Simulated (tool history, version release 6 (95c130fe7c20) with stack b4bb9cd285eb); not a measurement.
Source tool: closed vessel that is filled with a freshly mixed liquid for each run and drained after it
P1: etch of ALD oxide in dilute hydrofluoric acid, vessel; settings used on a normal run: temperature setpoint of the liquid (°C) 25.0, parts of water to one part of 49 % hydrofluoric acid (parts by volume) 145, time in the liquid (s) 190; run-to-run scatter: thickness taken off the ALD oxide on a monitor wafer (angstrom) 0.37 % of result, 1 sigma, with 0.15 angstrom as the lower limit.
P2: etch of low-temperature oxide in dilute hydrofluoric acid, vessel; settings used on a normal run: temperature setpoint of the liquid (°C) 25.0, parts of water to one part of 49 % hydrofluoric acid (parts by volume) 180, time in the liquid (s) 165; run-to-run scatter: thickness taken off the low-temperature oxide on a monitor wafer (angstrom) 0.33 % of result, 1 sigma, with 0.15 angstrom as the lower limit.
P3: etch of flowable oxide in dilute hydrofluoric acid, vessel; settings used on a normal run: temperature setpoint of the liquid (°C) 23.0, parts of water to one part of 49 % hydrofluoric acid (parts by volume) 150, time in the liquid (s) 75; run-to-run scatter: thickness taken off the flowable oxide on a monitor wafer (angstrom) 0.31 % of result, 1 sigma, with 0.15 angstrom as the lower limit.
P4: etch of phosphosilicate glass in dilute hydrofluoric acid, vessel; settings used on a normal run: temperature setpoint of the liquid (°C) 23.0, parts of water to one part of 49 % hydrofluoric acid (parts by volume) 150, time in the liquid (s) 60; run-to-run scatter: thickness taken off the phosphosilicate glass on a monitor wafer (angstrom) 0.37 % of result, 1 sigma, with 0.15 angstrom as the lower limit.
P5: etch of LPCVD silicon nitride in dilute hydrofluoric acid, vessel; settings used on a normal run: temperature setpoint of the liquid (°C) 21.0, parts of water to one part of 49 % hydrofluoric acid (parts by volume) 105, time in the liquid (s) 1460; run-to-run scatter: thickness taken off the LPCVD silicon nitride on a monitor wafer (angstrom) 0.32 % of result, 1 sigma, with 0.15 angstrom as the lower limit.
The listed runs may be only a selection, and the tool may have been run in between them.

| run | day | process that ran | temperature setpoint of the liquid (°C) | parts of water to one part of 49 % hydrofluoric acid (parts by volume) | time in the liquid (s) | hours since the thermometer was replaced | hours since the hydrofluoric acid flow meter was replaced | thickness taken off the ALD oxide on a monitor wafer (angstrom) | thickness taken off the low-temperature oxide on a monitor wafer (angstrom) | thickness taken off the phosphosilicate glass on a monitor wafer (angstrom) | thickness taken off the LPCVD silicon nitride on a monitor wafer (angstrom) | thickness taken off the flowable oxide on a monitor wafer (angstrom) |
|---|---|---|---|---|---|---|---|---|---|---|---|---|
| 1 | 0.200 | P1 | 25.0 | 145 | 190 | 1510.3 | 868.0 | 289.00 |  |  |  |  |
| 2 | 0.583 | P2 | 25.0 | 310 | 165 | 1519.5 | 877.2 |  | 127.72 |  |  |  |
| 3 | 0.929 | P4 | 23.0 | 150 | 60 | 1527.8 | 885.5 |  |  | 374.36 |  |  |
| 4 | 1.162 | P5 | 25.0 | 105 | 1460 | 1533.4 | 891.1 |  |  |  | 80.148 |  |
| 5 | 1.458 | P1 | 25.0 | 145 | 190 | 1540.5 | 898.2 | 291.34 |  |  |  |  |
| 6 | 1.704 | P3 | 23.0 | 150 | 75 | 1546.4 | 904.1 |  |  |  |  | 98.841 |
| 7 | 1.942 | P2 | 17.0 | 180 | 165 | 1552.1 | 909.8 |  | 183.72 |  |  |  |
| 8 | 2.362 | P3 | 27.5 | 150 | 75 | 1562.2 | 919.9 |  |  |  |  | 117.200 |
| 9 | 2.729 | P5 | 21.0 | 180 | 1460 | 1571.0 | 928.7 |  |  |  | 36.506 |  |
| 10 | 2.912 | P1 | 25.0 | 90 | 190 | 1575.4 | 933.1 | 498.39 |  |  |  |  |
| 11 | 3.338 | P1 | 32.0 | 145 | 190 | 1585.6 | 943.3 | 373.74 |  |  |  |  |
| 12 | 3.567 | P2 | 25.0 | 180 | 165 | 1591.1 | 948.8 |  | 252.10 |  |  |  |
| 13 | 3.975 | P2 | 25.0 | 180 | 270 | 1600.9 | 958.6 |  | 409.85 |  |  |  |
| 14 | 4.392 | P1 | 25.0 | 145 | 105 | 1610.9 | 968.6 | 159.51 |  |  |  |  |
| 15 | 4.654 | P5 | 21.0 | 105 | 1460 | 1617.2 | 974.9 |  |  |  | 61.832 |  |
| 16 | 4.896 | P3 | 23.0 | 150 | 30 | 1623.0 | 980.7 |  |  |  |  | 39.547 |
| 17 | 5.317 | P1 | 25.0 | 145 | 350 | 1633.1 | 990.8 | 534.16 |  |  |  |  |
|  | 5.325 | hydrofluoric acid flow meter replaced |
| 18 | 5.700 | P1 | 25.0 | 145 | 190 | 1642.3 | 9.1 | 288.37 |  |  |  |  |
| 19 | 5.888 | P4 | 23.0 | 150 | 60 | 1646.8 | 13.6 |  |  | 375.19 |  |  |
| 20 | 6.217 | P5 | 21.0 | 105 | 755 | 1654.7 | 21.5 |  |  |  | 31.809 |  |
| 21 | 6.408 | P1 | 25.0 | 205 | 190 | 1659.3 | 26.1 | 191.58 |  |  |  |  |
| 22 | 6.750 | P4 | 23.0 | 150 | 30 | 1667.5 | 34.3 |  |  | 186.91 |  |  |
| 23 | 7.158 | P1 | 17.5 | 145 | 190 | 1677.3 | 44.1 | 214.17 |  |  |  |  |
| 24 | 7.362 | P4 | 23.0 | 70 | 60 | 1682.2 | 49.0 |  |  | 878.39 |  |  |
| 25 | 7.788 | P1 | 18.0 | 145 | 355 | 1692.4 | 59.2 | 410.04 |  |  |  |  |
| 26 | 8.192 | P1 | 25.0 | 145 | 190 | 1702.1 | 68.9 | 288.14 |  |  |  |  |
| 27 | 8.458 | P1 | 17.5 | 225 | 190 | 1708.5 | 75.3 | 129.40 |  |  |  |  |
| 28 | 8.742 | P1 | 25.0 | 145 | 190 | 1715.3 | 82.1 | 287.18 |  |  |  |  |
| 29 | 9.029 | P4 | 28.5 | 150 | 60 | 1722.2 | 89.0 |  |  | 456.96 |  |  |
| 30 | 9.362 | P3 | 23.0 | 45 | 75 | 1730.2 | 97.0 |  |  |  |  | 372.900 |
| 31 | 9.742 | P1 | 25.0 | 145 | 190 | 1739.3 | 106.1 | 288.22 |  |  |  |  |
| 32 | 9.967 | P1 | 25.0 | 145 | 190 | 1744.7 | 111.5 | 278.46 |  |  |  |  |
| 33 | 10.217 | P1 | 25.0 | 145 | 190 | 1750.7 | 117.5 | 275.57 |  |  |  |  |
| 34 | 10.517 | P1 | 25.0 | 145 | 190 | 1757.9 | 124.7 | 270.36 |  |  |  |  |
| 35 | 10.854 | P1 | 25.0 | 145 | 190 | 1766.0 | 132.8 | 268.42 |  |  |  |  |
| 36 | 11.162 | P1 | 25.0 | 145 | 190 | 1773.4 | 140.2 | 268.25 |  |  |  |  |
| 37 | 11.421 | P1 | 25.0 | 145 | 190 | 1779.6 | 146.4 | 267.10 |  |  |  |  |

P1 no longer gives what it gave before; its output has crept away from where it was. The following 2 causes, each at its listed size, fit the log equally well:
A: hydrofluoric acid flow below the setpoint (%) = 5.99
B: liquid colder than its thermometer reads (K) = 1.9
Onset of the creep was near day 9.742.

Question marks stand in for the results of the 4 check runs listed below, each run on one wafer. Under which run would the listed causes show clearly different results?
| check 1 | 11.679 | P4 | 23.0 | 150 | 30 |  |  |  |  | ? |  |  |
| check 2 | 11.679 | P3 | 23.0 | 105 | 30 |  |  |  |  |  |  | ? |
| check 3 | 11.679 | P2 | 18.0 | 180 | 165 |  |  |  | ? |  |  |  |
| check 4 | 11.679 | P5 | 21.0 | 175 | 1460 |  |  |  |  |  | ? |  |

Outcome of each check run for each possible cause:
| check | result | if A | if B |
|---|---|---|---|
| check 1 | thickness taken off the phosphosilicate glass on a monitor wafer (angstrom) | 173.25 | 172.96 |
| check 2 | thickness taken off the flowable oxide on a monitor wafer (angstrom) | 55.487 | 55.119 |
| check 3 | thickness taken off the low-temperature oxide on a monitor wafer (angstrom) | 178.56 | 177.87 |
| check 4 | thickness taken off the LPCVD silicon nitride on a monitor wafer (angstrom) | 35.309 | 33.074 |
Per check, the gap between the least separated pair of causes, taken in the result that splits them most: check 1 0.17 %; check 2 0.67 %; check 3 0.39 %; check 4 6.54 %
Only in check 4 would the causes give clearly different results; in the remaining checks their results would be nearly the same.

Here is what check 4 returned: thickness taken off the LPCVD silicon nitride on a monitor wafer (angstrom) 35.720. Which cause is it?

Of the candidate causes, it is A: hydrofluoric acid flow below the setpoint (%).
